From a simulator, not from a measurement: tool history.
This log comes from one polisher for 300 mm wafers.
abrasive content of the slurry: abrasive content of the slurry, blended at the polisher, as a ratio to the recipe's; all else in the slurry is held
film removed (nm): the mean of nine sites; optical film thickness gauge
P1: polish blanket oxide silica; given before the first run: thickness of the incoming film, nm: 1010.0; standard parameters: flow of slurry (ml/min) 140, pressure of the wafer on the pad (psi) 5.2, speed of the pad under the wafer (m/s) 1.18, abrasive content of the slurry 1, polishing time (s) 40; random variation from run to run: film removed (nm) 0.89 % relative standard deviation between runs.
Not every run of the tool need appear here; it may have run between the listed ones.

| run | day | flow of slurry (ml/min) | pressure of the wafer on the pad (psi) | speed of the pad under the wafer (m/s) | abrasive content of the slurry | polishing time (s) | film removed (nm) |
|---|---|---|---|---|---|---|---|
| 1 | 0.325 | 140 | 5.2 | 1.18 | 1 | 40 | 188.57 |
| 2 | 0.696 | 85 | 5.2 | 1.18 | 1 | 40 | 171.59 |
| 3 | 0.912 | 140 | 6.8 | 1.18 | 1 | 40 | 248.91 |
| 4 | 1.146 | 215 | 5.2 | 1.18 | 1 | 40 | 202.53 |
| 5 | 1.517 | 140 | 5.2 | 1.18 | 0.5 | 40 | 132.26 |
| 6 | 1.892 | 140 | 3.8 | 1.18 | 1 | 24 | 82.727 |
| 7 | 2.071 | 140 | 2.4 | 1.18 | 1 | 61 | 133.79 |
| 8 | 2.35 | 140 | 5.2 | 1.88 | 1 | 40 | 278.24 |
| 9 | 2.675 | 140 | 5.2 | 0.54 | 1 | 40 | 101.78 |
| 10 | 2.871 | 140 | 5.2 | 1.18 | 1 | 40 | 189.75 |
|  | 2.929 | slurry blender recalibrated |
| 11 | 3.067 | 140 | 2.9 | 1.18 | 1 | 40 | 107.29 |
| 12 | 3.458 | 140 | 5.2 | 1.18 | 1.5 | 40 | 224.59 |
| 13 | 3.667 | 140 | 5.2 | 1.18 | 1 | 40 | 189.9 |
| 14 | 3.996 | 140 | 6.7 | 1.18 | 1 | 53 | 326.71 |
| 15 | 4.267 | 140 | 5.2 | 1.18 | 1 | 51 | 241.87 |
| 16 | 4.662 | 140 | 5.2 | 1.18 | 1 | 40 | 192.99 |
| 17 | 4.854 | 140 | 5.2 | 1.18 | 1 | 21 | 99.684 |
| 18 | 5.121 | 140 | 5.2 | 1.18 | 1 | 40 | 191.05 |
| 19 | 5.479 | 140 | 5.2 | 1.18 | 1 | 40 | 192.68 |
| 20 | 5.829 | 140 | 5.2 | 1.18 | 1 | 40 | 182.8 |
| 21 | 6.079 | 140 | 5.2 | 1.18 | 1 | 40 | 179.31 |
|  | 6.208 | worn pad replaced by a new one |
|  | 6.262 | conditioning disc replaced and pad reconditioned |
| 22 | 6.279 | 140 | 5.2 | 1.18 | 1 | 40 | 176.16 |
| 23 | 6.458 | 140 | 5.2 | 1.18 | 1 | 40 | 175.91 |
| 24 | 6.808 | 140 | 5.2 | 1.18 | 1 | 40 | 172.99 |
|  | 6.833 | slurry blender recalibrated |
| 25 | 7.008 | 140 | 5.2 | 1.18 | 1 | 40 | 169.74 |
| 26 | 7.383 | 140 | 5.2 | 1.18 | 1 | 40 | 171.94 |

P1 has crept away from where it was. The log is fitted equally well by each of these 2 causes, at the sizes shown:
A: slurry flow missing at the pad, % = 37.5
B: head's pressure below its setpoint, % = 10.2
The creep began at about day 5.479.
What rules out each remaining cause:
removal rate lost through wear of the pad, %: its service at day 6.208 followed the start of the drift and did not put the process back to its old value
abrasive missing from the slurry, %: its service at day 6.833 followed the start of the drift and did not put the process back to its old value
time polished since the conditioner stopped cutting, s: its service at day 6.262 followed the start of the drift and did not put the process back to its old value

The 4 check runs listed below each average the results of 2 wafers, and their outcomes are marked with question marks. Under which run would the listed causes produce clearly different results?
| check 1 | 7.758 | 85 | 6.7 | 1.18 | 1 | 40 | ? |
| check 2 | 7.758 | 140 | 5.2 | 1.64 | 0.8 | 40 | ? |
| check 3 | 7.758 | 140 | 5.2 | 1.54 | 1.3 | 40 | ? |
| check 4 | 7.758 | 140 | 5.2 | 0.58 | 1 | 40 | ? |

What every check run would give for each of its results, assuming each possible cause in turn:
| check | result | if A | if B |
|---|---|---|---|
| check 1 | film removed (nm) | 185.53 | 196.57 |
| check 2 | film removed (nm) | 200.15 | 200.17 |
| check 3 | film removed (nm) | 236.79 | 236.82 |
| check 4 | film removed (nm) | 97.044 | 97.055 |
Distance between the nearest two causes, measured in the result of the check that separates them most: check 1 5.78 %; check 2 0.01 %; check 3 0.01 %; check 4 0.01 %
Check 1 tells the causes apart: in the others they would give nearly the same result.

Check 1 has now been run. It gave: film removed (nm) 185.29. Which of the candidate causes is it?

It was cause A: slurry flow missing at the pad, %.
